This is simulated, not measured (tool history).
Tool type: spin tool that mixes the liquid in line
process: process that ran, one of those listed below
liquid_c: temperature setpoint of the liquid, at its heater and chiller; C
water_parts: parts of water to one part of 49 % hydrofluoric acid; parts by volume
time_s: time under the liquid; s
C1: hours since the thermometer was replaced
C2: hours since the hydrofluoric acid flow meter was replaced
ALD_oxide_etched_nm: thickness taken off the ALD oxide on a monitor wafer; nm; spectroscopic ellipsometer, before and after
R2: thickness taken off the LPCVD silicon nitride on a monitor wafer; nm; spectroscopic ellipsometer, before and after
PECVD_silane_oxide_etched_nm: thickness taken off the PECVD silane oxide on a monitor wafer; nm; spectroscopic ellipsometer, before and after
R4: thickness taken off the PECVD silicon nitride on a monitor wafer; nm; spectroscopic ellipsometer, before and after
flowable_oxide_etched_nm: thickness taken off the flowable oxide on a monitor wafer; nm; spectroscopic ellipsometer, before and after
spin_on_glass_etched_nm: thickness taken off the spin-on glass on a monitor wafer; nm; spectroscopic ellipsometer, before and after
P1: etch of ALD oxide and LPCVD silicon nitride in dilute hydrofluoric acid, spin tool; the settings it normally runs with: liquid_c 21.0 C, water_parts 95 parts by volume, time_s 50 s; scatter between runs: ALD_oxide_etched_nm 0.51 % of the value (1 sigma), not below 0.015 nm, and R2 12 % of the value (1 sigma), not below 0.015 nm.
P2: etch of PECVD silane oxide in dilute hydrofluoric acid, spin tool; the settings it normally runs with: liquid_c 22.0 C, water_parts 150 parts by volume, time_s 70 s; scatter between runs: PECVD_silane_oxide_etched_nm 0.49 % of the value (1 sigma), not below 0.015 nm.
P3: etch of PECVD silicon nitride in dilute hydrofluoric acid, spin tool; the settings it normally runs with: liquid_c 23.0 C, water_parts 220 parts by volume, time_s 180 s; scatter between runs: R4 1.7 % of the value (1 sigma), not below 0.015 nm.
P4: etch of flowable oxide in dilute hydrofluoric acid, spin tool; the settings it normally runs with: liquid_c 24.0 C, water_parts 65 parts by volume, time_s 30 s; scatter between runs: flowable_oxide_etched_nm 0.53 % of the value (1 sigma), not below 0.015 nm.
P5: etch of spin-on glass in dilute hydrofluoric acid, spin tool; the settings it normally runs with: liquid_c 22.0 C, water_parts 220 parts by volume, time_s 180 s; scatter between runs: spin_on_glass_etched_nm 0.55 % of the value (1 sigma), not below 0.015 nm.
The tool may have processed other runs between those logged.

Run 1, day 0.438: process P1, liquid_c 21.0 C, water_parts 95 parts by volume, time_s 50 s; C1 485.8; C2 186.4. Result: ALD_oxide_etched_nm 8.8419 nm, R2 0.22807 nm.
Run 2, day 0.675: process P1, liquid_c 28.5 C, water_parts 40 parts by volume, time_s 50 s; C1 491.5; C2 192.1. Result: ALD_oxide_etched_nm 31.0880 nm, R2 0.80151 nm.
Run 3, day 1.075: process P2, liquid_c 17.0 C, water_parts 150 parts by volume, time_s 70 s; C1 501.1; C2 201.7. Result: PECVD_silane_oxide_etched_nm 16.7060 nm.
Run 4, day 1.292: process P1, liquid_c 21.0 C, water_parts 95 parts by volume, time_s 50 s; C1 506.3; C2 206.9. Result: ALD_oxide_etched_nm 8.9542 nm, R2 0.18255 nm.
Run 5, day 1.642: process P1, liquid_c 21.0 C, water_parts 95 parts by volume, time_s 50 s; C1 514.7; C2 215.3. Result: ALD_oxide_etched_nm 8.9059 nm, R2 0.14609 nm.
Run 6, day 1.967: process P1, liquid_c 21.0 C, water_parts 155 parts by volume, time_s 90 s; C1 522.5; C2 223.1. Result: ALD_oxide_etched_nm 9.1855 nm, R2 0.27009 nm.
Run 7, day 2.238: process P2, liquid_c 22.0 C, water_parts 150 parts by volume, time_s 70 s; C1 529.0; C2 229.6. Result: PECVD_silane_oxide_etched_nm 20.3930 nm.
Run 8, day 2.454: process P1, liquid_c 21.0 C, water_parts 95 parts by volume, time_s 50 s; C1 534.2; C2 234.8. Result: ALD_oxide_etched_nm 8.9755 nm, R2 0.20298 nm.
Run 9, day 2.671: process P3, liquid_c 17.0 C, water_parts 220 parts by volume, time_s 180 s; C1 539.4; C2 240.0. Result: R4 1.1010 nm.
Run 10, day 2.954: process P4, liquid_c 24.0 C, water_parts 100 parts by volume, time_s 30 s; C1 546.2; C2 246.8. Result: flowable_oxide_etched_nm 18.891 nm.
Run 11, day 3.288: process P5, liquid_c 17.0 C, water_parts 220 parts by volume, time_s 180 s; C1 554.2; C2 254.8. Result: spin_on_glass_etched_nm 19.8370 nm.
Run 12, day 3.500: process P1, liquid_c 21.0 C, water_parts 95 parts by volume, time_s 75 s; C1 559.3; C2 259.9. Result: ALD_oxide_etched_nm 13.3040 nm, R2 0.33660 nm.
Run 13, day 3.767: process P1, liquid_c 21.0 C, water_parts 140 parts by volume, time_s 50 s; C1 565.7; C2 266.3. Result: ALD_oxide_etched_nm 5.7062 nm, R2 0.13287 nm.
Run 14, day 4.133: process P4, liquid_c 24.0 C, water_parts 65 parts by volume, time_s 15 s; C1 574.5; C2 275.1. Result: flowable_oxide_etched_nm 15.165 nm.
Run 15, day 4.338: process P1, liquid_c 17.0 C, water_parts 95 parts by volume, time_s 50 s; C1 579.4; C2 280.0. Result: ALD_oxide_etched_nm 7.5538 nm, R2 0.11558 nm.
Run 16, day 4.646: process P2, liquid_c 22.0 C, water_parts 95 parts by volume, time_s 70 s; C1 586.8; C2 287.4. Result: PECVD_silane_oxide_etched_nm 34.5360 nm.
Run 17, day 5.071: process P2, liquid_c 22.0 C, water_parts 150 parts by volume, time_s 70 s; C1 597.0; C2 297.6. Result: PECVD_silane_oxide_etched_nm 20.4620 nm.
Run 18, day 5.362: process P1, liquid_c 26.5 C, water_parts 95 parts by volume, time_s 50 s; C1 604.0; C2 304.6. Result: ALD_oxide_etched_nm 11.0070 nm, R2 0.31320 nm.
Run 19, day 5.608: process P4, liquid_c 32.0 C, water_parts 65 parts by volume, time_s 30 s; C1 609.9; C2 310.5. Result: flowable_oxide_etched_nm 41.121 nm.
Run 20, day 6.000: process P3, liquid_c 23.0 C, water_parts 50 parts by volume, time_s 180 s; C1 619.3; C2 319.9. Result: R4 6.9387 nm.
Run 21, day 6.233: process P5, liquid_c 22.0 C, water_parts 220 parts by volume, time_s 180 s; C1 624.9; C2 325.5. Result: spin_on_glass_etched_nm 24.3070 nm.
Run 22, day 6.446: process P1, liquid_c 21.0 C, water_parts 40 parts by volume, time_s 50 s; C1 630.0; C2 330.6. Result: ALD_oxide_etched_nm 22.7770 nm, R2 0.46485 nm.
Run 23, day 6.650: process P4, liquid_c 24.0 C, water_parts 65 parts by volume, time_s 30 s; C1 634.9; C2 335.5. Result: flowable_oxide_etched_nm 30.328 nm.
Run 24, day 7.025: process P5, liquid_c 22.0 C, water_parts 220 parts by volume, time_s 20 s; C1 643.9; C2 344.5. Result: spin_on_glass_etched_nm 2.6753 nm.
Run 25, day 7.238: process P5, liquid_c 22.0 C, water_parts 220 parts by volume, time_s 180 s; C1 649.0; C2 349.6. Result: spin_on_glass_etched_nm 24.1210 nm.
At day 7.292: thermometer replaced.
Run 26, day 7.600: process P3, liquid_c 23.0 C, water_parts 220 parts by volume, time_s 180 s; C1 7.4; C2 358.3. Result: R4 1.5908 nm.
Run 27, day 7.954: process P4, liquid_c 24.0 C, water_parts 65 parts by volume, time_s 30 s; C1 15.9; C2 366.8. Result: flowable_oxide_etched_nm 30.360 nm.
Run 28, day 8.192: process P2, liquid_c 22.0 C, water_parts 150 parts by volume, time_s 15 s; C1 21.6; C2 372.5. Result: PECVD_silane_oxide_etched_nm 4.3845 nm.
Run 29, day 8.533: process P5, liquid_c 22.0 C, water_parts 100 parts by volume, time_s 180 s; C1 29.8; C2 380.7. Result: spin_on_glass_etched_nm 59.9210 nm.
Run 30, day 8.867: process P1, liquid_c 21.0 C, water_parts 95 parts by volume, time_s 15 s; C1 37.8; C2 388.7. Result: ALD_oxide_etched_nm 2.6818 nm, R2 0.10377 nm.
Run 31, day 9.217: process P1, liquid_c 21.0 C, water_parts 95 parts by volume, time_s 50 s; C1 46.2; C2 397.1. Result: ALD_oxide_etched_nm 8.9766 nm, R2 0.21750 nm.
Run 32, day 9.508: process P3, liquid_c 23.0 C, water_parts 220 parts by volume, time_s 345 s; C1 53.2; C2 404.1. Result: R4 3.0744 nm.
Run 33, day 9.788: process P1, liquid_c 21.0 C, water_parts 95 parts by volume, time_s 50 s; C1 59.9; C2 410.8. Result: ALD_oxide_etched_nm 8.9367 nm, R2 0.24278 nm.
Run 34, day 10.079: process P1, liquid_c 21.0 C, water_parts 95 parts by volume, time_s 50 s; C1 66.9; C2 417.8. Result: ALD_oxide_etched_nm 8.7522 nm, R2 0.18891 nm.
Run 35, day 10.454: process P1, liquid_c 21.0 C, water_parts 95 parts by volume, time_s 50 s; C1 75.9; C2 426.8. Result: ALD_oxide_etched_nm 8.5704 nm, R2 0.15101 nm.
Run 36, day 10.646: process P1, liquid_c 21.0 C, water_parts 95 parts by volume, time_s 50 s; C1 80.5; C2 431.4. Result: ALD_oxide_etched_nm 8.5388 nm, R2 0.13330 nm.
Run 37, day 11.079: process P1, liquid_c 21.0 C, water_parts 95 parts by volume, time_s 50 s; C1 90.9; C2 441.8. Result: ALD_oxide_etched_nm 8.4271 nm, R2 0.19680 nm.
Run 38, day 11.508: process P1, liquid_c 21.0 C, water_parts 95 parts by volume, time_s 50 s; C1 101.2; C2 452.1. Result: ALD_oxide_etched_nm 8.4284 nm, R2 0.17261 nm.
Run 39, day 11.833: process P1, liquid_c 21.0 C, water_parts 95 parts by volume, time_s 50 s; C1 109.0; C2 459.9. Result: ALD_oxide_etched_nm 8.3674 nm, R2 0.20271 nm.
Run 40, day 12.067: process P1, liquid_c 21.0 C, water_parts 95 parts by volume, time_s 50 s; C1 114.6; C2 465.5. Result: ALD_oxide_etched_nm 8.3631 nm, R2 0.21125 nm.
Run 41, day 12.458: process P1, liquid_c 21.0 C, water_parts 95 parts by volume, time_s 50 s; C1 124.0; C2 474.9. Result: ALD_oxide_etched_nm 8.3024 nm, R2 0.17617 nm.
Run 42, day 12.812: process P1, liquid_c 21.0 C, water_parts 95 parts by volume, time_s 50 s; C1 132.5; C2 483.4. Result: ALD_oxide_etched_nm 8.3768 nm, R2 0.19037 nm.
Run 43, day 13.058: process P1, liquid_c 21.0 C, water_parts 95 parts by volume, time_s 50 s; C1 138.4; C2 489.3. Result: ALD_oxide_etched_nm 8.3769 nm, R2 0.21170 nm.

What P1 gives has crept off from where it sat before. The 2 causes that follow fit the log equally well, each at the size noted:
A: hydrofluoric acid flow below the setpoint (%) = 6.2
B: liquid colder than its thermometer reads (K) = 1.73
The gradual shift began around day 9.788.

Which of the 4 check runs listed below, each an average over 5 wafers with its results shown as question marks, gives clearly different results under the different listed causes?
Run check 1, day 13.304: process P4, liquid_c 31.0 C, water_parts 65 parts by volume, time_s 30 s. Result: flowable_oxide_etched_nm ?.
Run check 2, day 13.304: process P5, liquid_c 22.0 C, water_parts 140 parts by volume, time_s 60 s. Result: spin_on_glass_etched_nm ?.
Run check 3, day 13.304: process P2, liquid_c 17.0 C, water_parts 150 parts by volume, time_s 40 s. Result: PECVD_silane_oxide_etched_nm ?.
Run check 4, day 13.304: process P3, liquid_c 23.0 C, water_parts 60 parts by volume, time_s 300 s. Result: R4 ?.

Check results expected under each cause:
  check                        result     if A     if B
check 1      flowable_oxide_etched_nm   37.327   37.468
check 2       spin_on_glass_etched_nm  12.7560  12.8280
check 3  PECVD_silane_oxide_etched_nm   8.8899   8.9077
check 4                            R4   9.0935   8.6071
Smallest distance between any two causes, each pair judged by its most separating result, in per cent: check 1 0.38 %; check 2 0.56 %; check 3 0.2 %; check 4 5.5 %
Check 4 tells the causes apart: in the others they would give nearly the same result.

With check 4 done, the readings were: R4 9.0415 nm. Identify which of the listed causes applies.

A is the cause: hydrofluoric acid flow below the setpoint (%).
